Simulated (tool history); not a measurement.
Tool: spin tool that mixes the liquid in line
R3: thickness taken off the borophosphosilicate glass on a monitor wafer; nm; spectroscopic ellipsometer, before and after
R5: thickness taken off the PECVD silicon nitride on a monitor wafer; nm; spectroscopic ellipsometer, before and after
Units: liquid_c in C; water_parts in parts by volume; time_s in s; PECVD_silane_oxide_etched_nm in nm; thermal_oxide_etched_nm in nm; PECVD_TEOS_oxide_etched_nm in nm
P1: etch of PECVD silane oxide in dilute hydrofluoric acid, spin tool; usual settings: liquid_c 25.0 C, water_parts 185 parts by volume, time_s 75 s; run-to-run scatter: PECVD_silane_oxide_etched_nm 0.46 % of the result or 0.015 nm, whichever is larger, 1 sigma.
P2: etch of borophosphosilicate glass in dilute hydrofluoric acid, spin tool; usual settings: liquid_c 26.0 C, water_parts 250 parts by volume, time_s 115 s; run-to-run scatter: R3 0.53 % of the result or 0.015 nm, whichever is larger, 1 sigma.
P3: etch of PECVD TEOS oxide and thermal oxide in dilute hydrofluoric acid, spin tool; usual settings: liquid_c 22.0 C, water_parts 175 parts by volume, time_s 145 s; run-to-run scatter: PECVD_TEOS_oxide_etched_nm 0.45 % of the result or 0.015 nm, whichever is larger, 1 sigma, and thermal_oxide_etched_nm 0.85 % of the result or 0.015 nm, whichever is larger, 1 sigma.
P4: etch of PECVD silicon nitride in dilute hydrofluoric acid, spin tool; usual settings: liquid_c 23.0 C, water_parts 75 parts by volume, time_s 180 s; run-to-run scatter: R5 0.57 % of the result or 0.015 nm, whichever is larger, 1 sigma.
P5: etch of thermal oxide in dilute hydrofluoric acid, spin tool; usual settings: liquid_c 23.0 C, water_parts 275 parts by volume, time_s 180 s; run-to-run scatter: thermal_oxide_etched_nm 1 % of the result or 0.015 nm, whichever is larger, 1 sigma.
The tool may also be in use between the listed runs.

{"run": 1, "day": 0.117, "process": "P1", "liquid_c": 25.0, "water_parts": 185, "time_s": 75, "PECVD_silane_oxide_etched_nm": 5.927}
{"run": 2, "day": 0.267, "process": "P5", "liquid_c": 17.0, "water_parts": 275, "time_s": 180, "thermal_oxide_etched_nm": 2.1176}
{"run": 3, "day": 0.525, "process": "P1", "liquid_c": 25.0, "water_parts": 110, "time_s": 75, "PECVD_silane_oxide_etched_nm": 10.791}
{"run": 4, "day": 0.75, "process": "P1", "liquid_c": 25.0, "water_parts": 185, "time_s": 75, "PECVD_silane_oxide_etched_nm": 5.8755}
{"run": 5, "day": 0.946, "process": "P1", "liquid_c": 21.5, "water_parts": 185, "time_s": 125, "PECVD_silane_oxide_etched_nm": 8.5441}
{"run": 6, "day": 1.058, "process": "P2", "liquid_c": 21.5, "water_parts": 250, "time_s": 115, "R3": 14.586}
{"run": 7, "day": 1.262, "process": "P5", "liquid_c": 23.0, "water_parts": 485, "time_s": 180, "thermal_oxide_etched_nm": 1.2445}
{"run": 8, "day": 1.5, "process": "P1", "liquid_c": 33.0, "water_parts": 185, "time_s": 75, "PECVD_silane_oxide_etched_nm": 7.8172}
{"run": 9, "day": 1.642, "process": "P1", "liquid_c": 25.0, "water_parts": 185, "time_s": 75, "PECVD_silane_oxide_etched_nm": 5.8611}
{"run": 10, "day": 1.792, "process": "P1", "liquid_c": 25.0, "water_parts": 185, "time_s": 75, "PECVD_silane_oxide_etched_nm": 5.8842}
{"run": 11, "day": 1.971, "process": "P2", "liquid_c": 26.0, "water_parts": 65, "time_s": 115, "R3": 83.298}
{"run": 12, "day": 2.104, "process": "P3", "liquid_c": 22.0, "water_parts": 175, "time_s": 20, "thermal_oxide_etched_nm": 0.42097, "PECVD_TEOS_oxide_etched_nm": 0.97}
{"run": 13, "day": 2.346, "process": "P3", "liquid_c": 30.0, "water_parts": 175, "time_s": 145, "thermal_oxide_etched_nm": 4.2563, "PECVD_TEOS_oxide_etched_nm": 9.1158}
{"run": 14, "day": 2.571, "process": "P4", "liquid_c": 18.5, "water_parts": 75, "time_s": 180, "R5": 5.5428}
{"run": 15, "day": 2.783, "process": "P5", "liquid_c": 23.0, "water_parts": 275, "time_s": 180, "thermal_oxide_etched_nm": 2.645}
{"run": 16, "day": 2.904, "process": "P2", "liquid_c": 26.0, "water_parts": 250, "time_s": 180, "R3": 26.602}
{"run": 17, "day": 3.092, "process": "P4", "liquid_c": 23.0, "water_parts": 130, "time_s": 180, "R5": 4.3508}
{"run": 18, "day": 3.217, "process": "P1", "liquid_c": 25.0, "water_parts": 285, "time_s": 75, "PECVD_silane_oxide_etched_nm": 3.4358}
{"run": 19, "day": 3.4, "process": "P1", "liquid_c": 19.0, "water_parts": 185, "time_s": 75, "PECVD_silane_oxide_etched_nm": 4.699}
{"run": 20, "day": 3.558, "process": "P3", "liquid_c": 22.0, "water_parts": 60, "time_s": 145, "thermal_oxide_etched_nm": 10.491, "PECVD_TEOS_oxide_etched_nm": 22.408}

Run 21 comes next. What will it give?
{"run": 21, "day": 3.733, "process": "P4", "liquid_c": 23.0, "water_parts": 75, "time_s": 180, "R5": "?"}

Run 21 gave R5 7.6259 nm.
